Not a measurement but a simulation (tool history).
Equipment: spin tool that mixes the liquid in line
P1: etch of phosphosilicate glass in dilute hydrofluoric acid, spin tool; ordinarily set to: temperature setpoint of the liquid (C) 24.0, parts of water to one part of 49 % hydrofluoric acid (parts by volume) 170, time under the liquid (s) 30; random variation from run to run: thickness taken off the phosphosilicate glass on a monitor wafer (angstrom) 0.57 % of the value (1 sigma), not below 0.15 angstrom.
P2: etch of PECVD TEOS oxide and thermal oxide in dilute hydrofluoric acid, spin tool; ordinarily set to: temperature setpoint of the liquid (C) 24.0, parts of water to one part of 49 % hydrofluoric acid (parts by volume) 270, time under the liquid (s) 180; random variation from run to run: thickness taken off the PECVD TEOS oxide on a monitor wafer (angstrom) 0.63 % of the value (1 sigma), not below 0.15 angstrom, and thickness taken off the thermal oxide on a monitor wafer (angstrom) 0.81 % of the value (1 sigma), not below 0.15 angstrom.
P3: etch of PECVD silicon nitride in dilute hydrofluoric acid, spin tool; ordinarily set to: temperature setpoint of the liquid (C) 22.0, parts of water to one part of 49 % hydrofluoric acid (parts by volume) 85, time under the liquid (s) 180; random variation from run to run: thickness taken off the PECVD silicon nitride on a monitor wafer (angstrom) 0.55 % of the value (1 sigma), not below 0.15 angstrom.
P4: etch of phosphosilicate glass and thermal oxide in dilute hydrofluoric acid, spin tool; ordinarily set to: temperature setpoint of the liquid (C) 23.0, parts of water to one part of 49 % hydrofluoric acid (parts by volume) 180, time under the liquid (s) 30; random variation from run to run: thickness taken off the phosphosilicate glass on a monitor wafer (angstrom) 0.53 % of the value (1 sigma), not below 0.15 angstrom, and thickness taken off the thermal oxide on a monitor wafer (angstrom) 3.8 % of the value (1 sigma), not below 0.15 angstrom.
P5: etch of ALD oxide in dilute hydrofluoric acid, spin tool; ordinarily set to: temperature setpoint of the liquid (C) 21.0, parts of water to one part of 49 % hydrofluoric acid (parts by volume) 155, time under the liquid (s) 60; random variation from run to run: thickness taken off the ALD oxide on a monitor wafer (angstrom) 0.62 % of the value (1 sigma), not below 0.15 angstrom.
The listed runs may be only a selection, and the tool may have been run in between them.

run   hour  process that ran  temperature setpoint of the liquid (C)  parts of water to one part of 49 % hydrofluoric acid (parts by volume)  time under the liquid (s)  hours since the thermometer was replaced  hours since the hydrofluoric acid flow meter was replaced  thickness taken off the phosphosilicate glass on a monitor wafer (angstrom)  thickness taken off the thermal oxide on a monitor wafer (angstrom)  thickness taken off the PECVD TEOS oxide on a monitor wafer (angstrom)  thickness taken off the ALD oxide on a monitor wafer (angstrom)  thickness taken off the PECVD silicon nitride on a monitor wafer (angstrom)
  1    5.5                P1                                    24.0                                                                     170                         30                                     773.8                                                      366.9                                                                      250.260
  2   11.8                P1                                    24.0                                                                     290                         30                                     780.1                                                      373.2                                                                      129.390
  3   14.8                P4                                    23.0                                                                     325                         30                                     783.1                                                      376.2                                                                       66.465                                                               3.5136
  4   17.7                P2                                    24.0                                                                      80                        180                                     786.0                                                      379.1                                                                                                                                          110.4600                                                                 201.810
  5   21.8                P1                                    24.0                                                                     170                         30                                     790.1                                                      383.2                                                                      249.700
  6   26.7                P1                                    24.0                                                                     170                         30                                     795.0                                                      388.1                                                                      247.970
  7   31.3                P1                                    18.0                                                                     170                         30                                     799.6                                                      392.7                                                                      197.820
  8   37.9                P5                                    21.0                                                                      70                         60                                     806.2                                                      399.3                                                                                                                                                                                                                                                                                    126.200
  9   41.6                P5                                    21.0                                                                     155                         60                                     809.9                                                      403.0                                                                                                                                                                                                                                                                                     51.916
 10   46.6                P4                                    23.0                                                                     180                         30                                     814.9                                                      408.0                                                                      138.250                                                               6.6322
 11   52.4                P5                                    21.0                                                                     155                         15                                     820.7                                                      413.8                                                                                                                                                                                                                                                                                     12.551
 12   56.5                P4                                    23.0                                                                     180                         45                                     824.8                                                      417.9                                                                      205.800                                                               9.8212
 13   60.3                P3                                    22.0                                                                      20                        180                                     828.6                                                      421.7                                                                                                                                                                                                                                                                                                                                                                 345.660
 14   66.2                P2                                    24.0                                                                     270                        180                                     834.5                                                      427.6                                                                                                                                           26.2140                                                                  47.761
 15   71.7                P3                                    22.0                                                                      85                        180                                     840.0                                                      433.1                                                                                                                                                                                                                                                                                                                                                                  85.793
 16   77.2                P1                                    24.0                                                                     170                         15                                     845.5                                                      438.6                                                                      125.010
 17   83.3                P2                                    30.5                                                                     270                        180                                     851.6                                                      444.7                                                                                                                                           32.7450                                                                  60.751
 18   87.5                P2                                    24.0                                                                     270                        285                                     855.8                                                      448.9                                                                                                                                           42.2400                                                                  76.446
 19   94.0                P2                                    24.0                                                                     270                        180                                     862.3                                                      455.4                                                                                                                                           26.3640                                                                  48.584
 20   98.5                P1                                    24.0                                                                     170                         30                                     866.8                                                      459.9                                                                      249.460
 21  102.7                P4                                    17.0                                                                     180                         30                                     871.0                                                      464.1                                                                      109.040                                                               5.0393
 22  109.0                P1                                    24.0                                                                     170                         30                                     877.3                                                      470.4                                                                      248.400
 23  114.9                P1                                    32.0                                                                     170                         30                                     883.2                                                      476.3                                                                      334.230
 24  120.5                P3                                    22.0                                                                      85                        330                                     888.8                                                      481.9                                                                                                                                                                                                                                                                                                                                                                 156.950
 25  123.6                P5                                    25.0                                                                     155                         60                                     891.9                                                      485.0                                                                                                                                                                                                                                                                                     60.228
 26  128.3                P3                                    30.5                                                                      85                        180                                     896.6                                                      489.7                                                                                                                                                                                                                                                                                                                                                                 148.080
 27  133.3                P1                                    24.0                                                                     170                         50                                     901.6                                                      494.7                                                                      413.540
 28  139.0                P1                                    17.0                                                                     170                         15                                     907.3                                                      500.4                                                                       94.200
 29  144.0                P3                                    22.0                                                                      85                        180                                     912.3                                                      505.4                                                                                                                                                                                                                                                                                                                                                                  85.506
 30  148.8                P1                                    24.0                                                                      50                         30                                     917.1                                                      510.2                                                                      985.450
 31  155.4                P1                                    24.0                                                                     170                         30                                     923.7                                                      516.8                                                                      250.980
 32  161.3                P1                                    24.0                                                                     170                         30                                     929.6                                                      522.7                                                                      256.440
 33  164.2                P1                                    24.0                                                                     170                         30                                     932.5                                                      525.6                                                                      257.070
 34  167.4                P1                                    24.0                                                                     170                         30                                     935.7                                                      528.8                                                                      258.480
 35  174.1                P1                                    24.0                                                                     170                         30                                     942.4                                                      535.5                                                                      262.680
 36  177.3                P1                                    24.0                                                                     170                         30                                     945.6                                                      538.7                                                                      262.490
 37  183.8                P1                                    24.0                                                                     170                         30                                     952.1                                                      545.2                                                                      265.470
 38  189.4                P1                                    24.0                                                                     170                         30                                     957.7                                                      550.8                                                                      262.620
 39  195.2                P1                                    24.0                                                                     170                         30                                     963.5                                                      556.6                                                                      265.980
 40  199.8                P1                                    24.0                                                                     170                         30                                     968.1                                                      561.2                                                                      264.590
 41  204.2                P1                                    24.0                                                                     170                         30                                     972.5                                                      565.6                                                                      265.190
 42  208.6                P1                                    24.0                                                                     170                         30                                     976.9                                                      570.0                                                                      264.790

P1 has crept away from where it was. The log is fitted equally well by each of these 2 causes, at the sizes shown:
A: liquid hotter than its thermometer reads (K) = 1.72
B: hydrofluoric acid flow above the setpoint (%) = 5.56
Onset of the creep was near hour 155.4.

4 check runs are offered, one wafer each, their results left as question marks. Which one tells the causes apart?
check 1  213.0                P5                                    21.0                                                                     155                         60                                                                                                                                                                                                                                                                                                                                                                                               ?
check 2  213.0                P3                                    22.0                                                                      85                        180                                                                                                                                                                                                                                                                                                                                                                                                                                                                            ?
check 3  213.0                P4                                    23.0                                                                     180                         30                                                                                                                                                                                 ?                                                                    ?
check 4  213.0                P2                                    24.0                                                                     270                        180                                                                                                                                                                                                                                                      ?                                                                       ?

Predicted outcomes, by check and by cause:
  check                                                                       result     if A     if B
check 1              thickness taken off the ALD oxide on a monitor wafer (angstrom)   55.586   55.353
check 2  thickness taken off the PECVD silicon nitride on a monitor wafer (angstrom)   95.749   89.988
check 3  thickness taken off the phosphosilicate glass on a monitor wafer (angstrom)  147.290  147.260
check 3          thickness taken off the thermal oxide on a monitor wafer (angstrom)   7.3612   7.3600
check 4          thickness taken off the thermal oxide on a monitor wafer (angstrom)  27.8740  28.1040
check 4       thickness taken off the PECVD TEOS oxide on a monitor wafer (angstrom)   51.398   51.823
Distance between the nearest two causes, measured in the result of the check that separates them most: check 1 0.42 %; check 2 6.21 %; check 3 0.02 %; check 4 0.82 %
Check 2 tells the causes apart: in the others they would give nearly the same result.

The results of check 2 are: thickness taken off the PECVD silicon nitride on a monitor wafer (angstrom) 96.422. Based on these, which of the listed causes is it?

It is A: liquid hotter than its thermometer reads (K).

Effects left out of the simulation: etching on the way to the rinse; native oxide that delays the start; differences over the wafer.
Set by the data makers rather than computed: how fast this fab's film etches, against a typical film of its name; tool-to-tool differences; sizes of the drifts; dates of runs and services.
